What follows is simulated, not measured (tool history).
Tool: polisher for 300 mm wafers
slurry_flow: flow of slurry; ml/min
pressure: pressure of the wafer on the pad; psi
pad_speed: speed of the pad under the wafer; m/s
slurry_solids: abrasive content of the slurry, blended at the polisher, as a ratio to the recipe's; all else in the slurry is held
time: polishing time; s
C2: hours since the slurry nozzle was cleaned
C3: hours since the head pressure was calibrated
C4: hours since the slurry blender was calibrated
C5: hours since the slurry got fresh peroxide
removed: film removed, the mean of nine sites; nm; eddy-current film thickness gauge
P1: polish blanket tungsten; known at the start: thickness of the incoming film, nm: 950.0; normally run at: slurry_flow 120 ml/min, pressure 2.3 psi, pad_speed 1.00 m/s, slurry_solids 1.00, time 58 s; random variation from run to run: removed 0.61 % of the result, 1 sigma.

Run 1, day 0.179: slurry_flow 120 ml/min, pressure 2.3 psi, pad_speed 1.00 m/s, slurry_solids 1.00, time 58 s; wafers polished on this pad 198; C2 385.1; C3 328.2; C4 261.0; C5 11.5. Result: removed 175.470 nm.
Run 2, day 0.283: slurry_flow 180 ml/min, pressure 2.3 psi, pad_speed 1.00 m/s, slurry_solids 1.00, time 58 s; wafers polished on this pad 237; C2 387.6; C3 330.7; C4 263.5; C5 14.0. Result: removed 188.760 nm.
Run 3, day 0.438: slurry_flow 120 ml/min, pressure 1.2 psi, pad_speed 1.00 m/s, slurry_solids 1.00, time 58 s; wafers polished on this pad 295; C2 391.3; C3 334.4; C4 267.2; C5 17.7. Result: removed 91.809 nm.
At day 0.525: head pressure recalibrated.
Run 4, day 0.583: slurry_flow 120 ml/min, pressure 2.3 psi, pad_speed 1.00 m/s, slurry_solids 0.55, time 81 s; wafers polished on this pad 350; C2 394.8; C3 1.4; C4 270.7; C5 21.2. Result: removed 215.570 nm.
Run 5, day 0.783: slurry_flow 120 ml/min, pressure 3.1 psi, pad_speed 1.00 m/s, slurry_solids 1.00, time 58 s; wafers polished on this pad 424; C2 399.6; C3 6.2; C4 275.5; C5 26.0. Result: removed 239.340 nm.
Run 6, day 0.921: slurry_flow 120 ml/min, pressure 2.3 psi, pad_speed 1.00 m/s, slurry_solids 1.00, time 58 s; wafers polished on this pad 476; C2 402.9; C3 9.5; C4 278.8; C5 29.3. Result: removed 176.270 nm.
Run 7, day 1.029: slurry_flow 120 ml/min, pressure 2.3 psi, pad_speed 1.00 m/s, slurry_solids 1.00, time 58 s; wafers polished on this pad 517; C2 405.5; C3 12.1; C4 281.4; C5 31.9. Result: removed 174.920 nm.
Run 8, day 1.179: slurry_flow 120 ml/min, pressure 2.3 psi, pad_speed 1.00 m/s, slurry_solids 1.00, time 58 s; wafers polished on this pad 573; C2 409.1; C3 15.7; C4 285.0; C5 35.5. Result: removed 176.090 nm.
Run 9, day 1.350: slurry_flow 120 ml/min, pressure 2.3 psi, pad_speed 1.00 m/s, slurry_solids 1.00, time 58 s; wafers polished on this pad 637; C2 413.2; C3 19.8; C4 289.1; C5 39.6. Result: removed 174.880 nm.
Run 10, day 1.479: slurry_flow 120 ml/min, pressure 2.3 psi, pad_speed 0.62 m/s, slurry_solids 1.00, time 58 s; wafers polished on this pad 685; C2 416.3; C3 22.9; C4 292.2; C5 42.7. Result: removed 109.490 nm.
At day 1.608: slurry blender recalibrated.
Run 11, day 1.629: slurry_flow 120 ml/min, pressure 2.3 psi, pad_speed 1.00 m/s, slurry_solids 1.00, time 26 s; wafers polished on this pad 741; C2 419.9; C3 26.5; C4 0.5; C5 46.3. Result: removed 78.526 nm.
Run 12, day 1.838: slurry_flow 120 ml/min, pressure 2.3 psi, pad_speed 1.52 m/s, slurry_solids 1.00, time 58 s; wafers polished on this pad 819; C2 424.9; C3 31.5; C4 5.5; C5 51.3. Result: removed 270.860 nm.
Run 13, day 2.038: slurry_flow 120 ml/min, pressure 2.3 psi, pad_speed 1.00 m/s, slurry_solids 1.35, time 58 s; wafers polished on this pad 894; C2 429.7; C3 36.3; C4 10.3; C5 56.1. Result: removed 189.780 nm.
Run 14, day 2.233: slurry_flow 75 ml/min, pressure 2.3 psi, pad_speed 1.00 m/s, slurry_solids 1.00, time 58 s; wafers polished on this pad 968; C2 434.4; C3 41.0; C4 15.0; C5 60.8. Result: removed 156.010 nm.
At day 2.262: slurry nozzle cleaned.
Run 15, day 2.383: slurry_flow 120 ml/min, pressure 2.3 psi, pad_speed 1.00 m/s, slurry_solids 1.00, time 88 s; wafers polished on this pad 1024; C2 3.0; C3 44.6; C4 18.6; C5 64.4. Result: removed 268.280 nm.
Run 16, day 2.583: slurry_flow 120 ml/min, pressure 2.3 psi, pad_speed 1.00 m/s, slurry_solids 1.00, time 58 s; wafers polished on this pad 1099; C2 7.8; C3 49.4; C4 23.4; C5 69.2. Result: removed 176.120 nm.
Run 17, day 2.779: slurry_flow 120 ml/min, pressure 2.3 psi, pad_speed 1.00 m/s, slurry_solids 0.55, time 58 s; wafers polished on this pad 1172; C2 12.5; C3 54.1; C4 28.1; C5 73.9. Result: removed 153.070 nm.
Run 18, day 2.908: slurry_flow 120 ml/min, pressure 2.3 psi, pad_speed 1.00 m/s, slurry_solids 1.00, time 58 s; wafers polished on this pad 1220; C2 15.6; C3 57.2; C4 31.2; C5 77.0. Result: removed 177.930 nm.
Run 19, day 3.017: slurry_flow 120 ml/min, pressure 2.3 psi, pad_speed 1.00 m/s, slurry_solids 1.00, time 58 s; wafers polished on this pad 1261; C2 18.2; C3 59.8; C4 33.8; C5 79.6. Result: removed 171.240 nm.
Run 20, day 3.108: slurry_flow 120 ml/min, pressure 2.3 psi, pad_speed 1.00 m/s, slurry_solids 1.00, time 58 s; wafers polished on this pad 1295; C2 20.4; C3 62.0; C4 36.0; C5 81.8. Result: removed 169.960 nm.
Run 21, day 3.308: slurry_flow 120 ml/min, pressure 2.3 psi, pad_speed 1.00 m/s, slurry_solids 1.00, time 58 s; wafers polished on this pad 1370; C2 25.2; C3 66.8; C4 40.8; C5 86.6. Result: removed 165.110 nm.
Run 22, day 3.488: slurry_flow 120 ml/min, pressure 2.3 psi, pad_speed 1.00 m/s, slurry_solids 1.00, time 58 s; wafers polished on this pad 1437; C2 29.5; C3 71.1; C4 45.1; C5 90.9. Result: removed 162.350 nm.

Forecast run 23:
At day 3.542: worn pad replaced by a new one.
At day 3.546: slurry tank refilled with fresh slurry and peroxide.
Run 23, day 3.654: slurry_flow 120 ml/min, pressure 2.3 psi, pad_speed 1.00 m/s, slurry_solids 1.00, time 58 s; wafers polished on this pad 42; C2 33.5; C3 75.1; C4 49.1; C5 2.7. Result: removed ?.

{"run 23": {"removed": 160.16}}

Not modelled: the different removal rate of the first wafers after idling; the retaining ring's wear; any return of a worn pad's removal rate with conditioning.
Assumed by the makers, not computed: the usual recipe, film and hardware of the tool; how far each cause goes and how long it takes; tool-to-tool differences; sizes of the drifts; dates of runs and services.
